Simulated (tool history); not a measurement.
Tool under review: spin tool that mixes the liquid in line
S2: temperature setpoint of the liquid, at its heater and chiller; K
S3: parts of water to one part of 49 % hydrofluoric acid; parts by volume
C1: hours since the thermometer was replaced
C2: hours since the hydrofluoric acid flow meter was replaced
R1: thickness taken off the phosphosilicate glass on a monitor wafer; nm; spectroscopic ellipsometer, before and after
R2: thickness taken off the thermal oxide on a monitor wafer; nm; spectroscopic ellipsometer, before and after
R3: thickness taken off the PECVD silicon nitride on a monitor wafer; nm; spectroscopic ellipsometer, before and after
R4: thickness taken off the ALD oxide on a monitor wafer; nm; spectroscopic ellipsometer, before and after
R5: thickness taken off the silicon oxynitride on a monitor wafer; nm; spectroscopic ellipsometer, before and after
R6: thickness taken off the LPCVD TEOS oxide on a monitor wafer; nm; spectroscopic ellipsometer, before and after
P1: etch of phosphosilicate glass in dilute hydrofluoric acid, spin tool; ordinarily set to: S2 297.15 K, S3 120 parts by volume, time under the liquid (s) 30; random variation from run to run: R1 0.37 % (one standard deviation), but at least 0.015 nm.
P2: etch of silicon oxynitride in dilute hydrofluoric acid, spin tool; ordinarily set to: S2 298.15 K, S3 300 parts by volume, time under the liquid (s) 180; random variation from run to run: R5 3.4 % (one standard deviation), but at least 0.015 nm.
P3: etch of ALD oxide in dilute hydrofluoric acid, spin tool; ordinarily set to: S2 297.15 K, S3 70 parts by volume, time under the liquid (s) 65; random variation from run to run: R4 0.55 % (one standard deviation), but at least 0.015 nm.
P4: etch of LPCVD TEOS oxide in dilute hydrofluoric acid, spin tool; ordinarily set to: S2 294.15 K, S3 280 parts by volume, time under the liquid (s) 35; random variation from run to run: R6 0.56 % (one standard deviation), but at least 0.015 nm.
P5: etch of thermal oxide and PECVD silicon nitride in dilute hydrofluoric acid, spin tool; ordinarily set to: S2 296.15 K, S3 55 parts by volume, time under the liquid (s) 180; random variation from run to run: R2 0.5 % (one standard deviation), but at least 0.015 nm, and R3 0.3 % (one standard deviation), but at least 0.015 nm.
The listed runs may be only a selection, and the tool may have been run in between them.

run 1 hour=4.1 | process_that_ran=P1 S2=297.15 S3=120 time_under_the_liquid_(s)=30 | C1=1035.9 C2=1458.7 | R1=14.833
run 2 hour=8.7 | process_that_ran=P1 S2=297.15 S3=120 time_under_the_liquid_(s)=30 | C1=1040.5 C2=1463.3 | R1=14.843
run 3 hour=16.2 | process_that_ran=P5 S2=296.15 S3=55 time_under_the_liquid_(s)=180 | C1=1048 C2=1470.8 | R2=16.633 R3=13.636
run 4 hour=20.7 | process_that_ran=P3 S2=297.15 S3=70 time_under_the_liquid_(s)=100 | C1=1052.5 C2=1475.3 | R4=47.461
run 5 hour=26 | process_that_ran=P1 S2=297.15 S3=120 time_under_the_liquid_(s)=30 | C1=1057.8 C2=1480.6 | R1=14.822
run 6 hour=32.3 | process_that_ran=P1 S2=304.15 S3=120 time_under_the_liquid_(s)=30 | C1=1064.1 C2=1486.9 | R1=19.414
run 7 hour=35.7 | process_that_ran=P1 S2=291.65 S3=120 time_under_the_liquid_(s)=45 | C1=1067.5 C2=1490.3 | R1=17.845
run 8 hour=40.9 | process_that_ran=P5 S2=296.15 S3=105 time_under_the_liquid_(s)=180 | C1=1072.7 C2=1495.5 | R2=8.1647 R3=7.2149
run 9 hour=47.2 | process_that_ran=P3 S2=305.15 S3=70 time_under_the_liquid_(s)=65 | C1=1079 C2=1501.8 | R4=42.318
run 10 hour=53.9 | process_that_ran=P2 S2=298.15 S3=440 time_under_the_liquid_(s)=180 | C1=1085.7 C2=1508.5 | R5=0.45743
run 11 hour=58 | process_that_ran=P2 S2=291.65 S3=300 time_under_the_liquid_(s)=180 | C1=1089.8 C2=1512.6 | R5=0.57224
run 12 hour=62.5 | process_that_ran=P5 S2=290.15 S3=55 time_under_the_liquid_(s)=180 | C1=1094.3 C2=1517.1 | R2=13.027 R3=9.0025
run 13 hour=68.6 | process_that_ran=P3 S2=297.15 S3=70 time_under_the_liquid_(s)=65 | C1=1100.4 C2=1523.2 | R4=31.084
run 14 hour=73.4 | process_that_ran=P3 S2=297.15 S3=35 time_under_the_liquid_(s)=65 | C1=1105.2 C2=1528 | R4=65.387
run 15 hour=76.8 | process_that_ran=P1 S2=297.15 S3=120 time_under_the_liquid_(s)=30 | C1=1108.6 C2=1531.4 | R1=14.97
run 16 hour=82.5 | process_that_ran=P1 S2=297.15 S3=30 time_under_the_liquid_(s)=30 | C1=1114.3 C2=1537.1 | R1=66.794
run 17 hour=88.4 | process_that_ran=P4 S2=298.15 S3=280 time_under_the_liquid_(s)=35 | C1=1120.2 C2=1543 | R6=5.9128
run 18 hour=93.6 | process_that_ran=P1 S2=297.15 S3=120 time_under_the_liquid_(s)=30 | C1=1125.4 C2=1548.2 | R1=14.766
run 19 hour=99.1 | process_that_ran=P1 S2=297.15 S3=120 time_under_the_liquid_(s)=15 | C1=1130.9 C2=1553.7 | R1=7.4618
run 20 hour=103.2 | process_that_ran=P4 S2=294.15 S3=510 time_under_the_liquid_(s)=35 | C1=1135 C2=1557.8 | R6=2.2898
run 21 hour=109 | process_that_ran=P2 S2=298.15 S3=300 time_under_the_liquid_(s)=180 | C1=1140.8 C2=1563.6 | R5=0.75537
run 22 hour=114 | process_that_ran=P1 S2=291.65 S3=120 time_under_the_liquid_(s)=30 | C1=1145.8 C2=1568.6 | R1=11.852
run 23 hour=117.5 | process_that_ran=P1 S2=297.15 S3=120 time_under_the_liquid_(s)=30 | C1=1149.3 C2=1572.1 | R1=14.811
run 24 hour=123.6 | process_that_ran=P4 S2=294.15 S3=280 time_under_the_liquid_(s)=35 | C1=1155.4 C2=1578.2 | R6=5.0735
run 25 hour=128.9 | process_that_ran=P1 S2=297.15 S3=120 time_under_the_liquid_(s)=50 | C1=1160.7 C2=1583.5 | R1=24.601
run 26 hour=134.7 | process_that_ran=P1 S2=297.15 S3=205 time_under_the_liquid_(s)=30 | C1=1166.5 C2=1589.3 | R1=7.8906
run 27 hour=141 | process_that_ran=P2 S2=298.15 S3=300 time_under_the_liquid_(s)=180 | C1=1172.8 C2=1595.6 | R5=0.79626
run 28 hour=146.6 | process_that_ran=P5 S2=296.15 S3=55 time_under_the_liquid_(s)=180 | C1=1178.4 C2=1601.2 | R2=16.515 R3=13.61
run 29 hour=151 | process_that_ran=P4 S2=294.15 S3=280 time_under_the_liquid_(s)=35 | C1=1182.8 C2=1605.6 | R6=5.1617
run 30 hour=154.8 | process_that_ran=P4 S2=294.15 S3=280 time_under_the_liquid_(s)=15 | C1=1186.6 C2=1609.4 | R6=2.2282
run 31 hour=159.3 | process_that_ran=P5 S2=296.15 S3=55 time_under_the_liquid_(s)=260 | C1=1191.1 C2=1613.9 | R2=24.181 R3=19.598
run 32 hour=166.4 | process_that_ran=P2 S2=298.15 S3=300 time_under_the_liquid_(s)=45 | C1=1198.2 C2=1621 | R5=0.18021
run 33 hour=171.6 | process_that_ran=P1 S2=297.15 S3=120 time_under_the_liquid_(s)=30 | C1=1203.4 C2=1626.2 | R1=14.76
run 34 hour=177.2 | process_that_ran=P1 S2=297.15 S3=120 time_under_the_liquid_(s)=30 | C1=1209 C2=1631.8 | R1=14.561
run 35 hour=184.3 | process_that_ran=P1 S2=297.15 S3=120 time_under_the_liquid_(s)=30 | C1=1216.1 C2=1638.9 | R1=14.22
run 36 hour=188.5 | process_that_ran=P1 S2=297.15 S3=120 time_under_the_liquid_(s)=30 | C1=1220.3 C2=1643.1 | R1=14.083
run 37 hour=192.5 | process_that_ran=P1 S2=297.15 S3=120 time_under_the_liquid_(s)=30 | C1=1224.3 C2=1647.1 | R1=13.982
run 38 hour=199.2 | process_that_ran=P1 S2=297.15 S3=120 time_under_the_liquid_(s)=30 | C1=1231 C2=1653.8 | R1=13.978
run 39 hour=204.6 | process_that_ran=P1 S2=297.15 S3=120 time_under_the_liquid_(s)=30 | C1=1236.4 C2=1659.2 | R1=14.004
run 40 hour=211.3 | process_that_ran=P1 S2=297.15 S3=120 time_under_the_liquid_(s)=30 | C1=1243.1 C2=1665.9 | R1=13.875
run 41 hour=216.1 | process_that_ran=P1 S2=297.15 S3=120 time_under_the_liquid_(s)=30 | C1=1247.9 C2=1670.7 | R1=13.801
run 42 hour=219.5 | process_that_ran=P1 S2=297.15 S3=120 time_under_the_liquid_(s)=30 | C1=1251.3 C2=1674.1 | R1=13.813
run 43 hour=223.4 | process_that_ran=P1 S2=297.15 S3=120 time_under_the_liquid_(s)=30 | C1=1255.2 C2=1678 | R1=13.871

The output of P1 has drifted from where it used to be. Each of the 2 causes below, taken at the size shown beside it, accounts for the log equally well:
A: liquid colder than its thermometer reads (K) = 1.76
B: hydrofluoric acid flow below the setpoint (%) = 5.85
At approximately hour 171.6, the process output began to creep.

Consider the 4 single-wafer check runs listed below, results given as question marks: which one distinguishes between the causes by giving clearly different results for each?
run check 1 hour=227.3 | process_that_ran=P4 S2=294.15 S3=280 time_under_the_liquid_(s)=35 | R6=?
run check 2 hour=227.3 | process_that_ran=P5 S2=296.15 S3=55 time_under_the_liquid_(s)=180 | R2=? R3=?
run check 3 hour=227.3 | process_that_ran=P3 S2=297.15 S3=70 time_under_the_liquid_(s)=65 | R4=?
run check 4 hour=227.3 | process_that_ran=P2 S2=298.15 S3=300 time_under_the_liquid_(s)=180 | R5=?

If the cause were each of the candidates in turn, the checks would give the following:
check=check_1 result=R6 if_A=4.8088 if_B=4.754
check=check_2 result=R2 if_A=15.401 if_B=15.533
check=check_2 result=R3 if_A=12.076 if_B=12.836
check=check_3 result=R4 if_A=28.854 if_B=29.027
check=check_4 result=R5 if_A=0.70658 if_B=0.70744
Separation of the two closest causes in each check, using whichever result separates them best: check 1 1.15 %; check 2 6.1 %; check 3 0.6 %; check 4 0.12 %
Check 2 distinguishes between the causes, while the remaining checks would return nearly the same result for all of them.

Check 2 was carried out, with these results: R2 15.687 nm; R3 12.871 nm. Which of the listed causes is responsible?

Of the candidate causes, it is B: hydrofluoric acid flow below the setpoint (%).
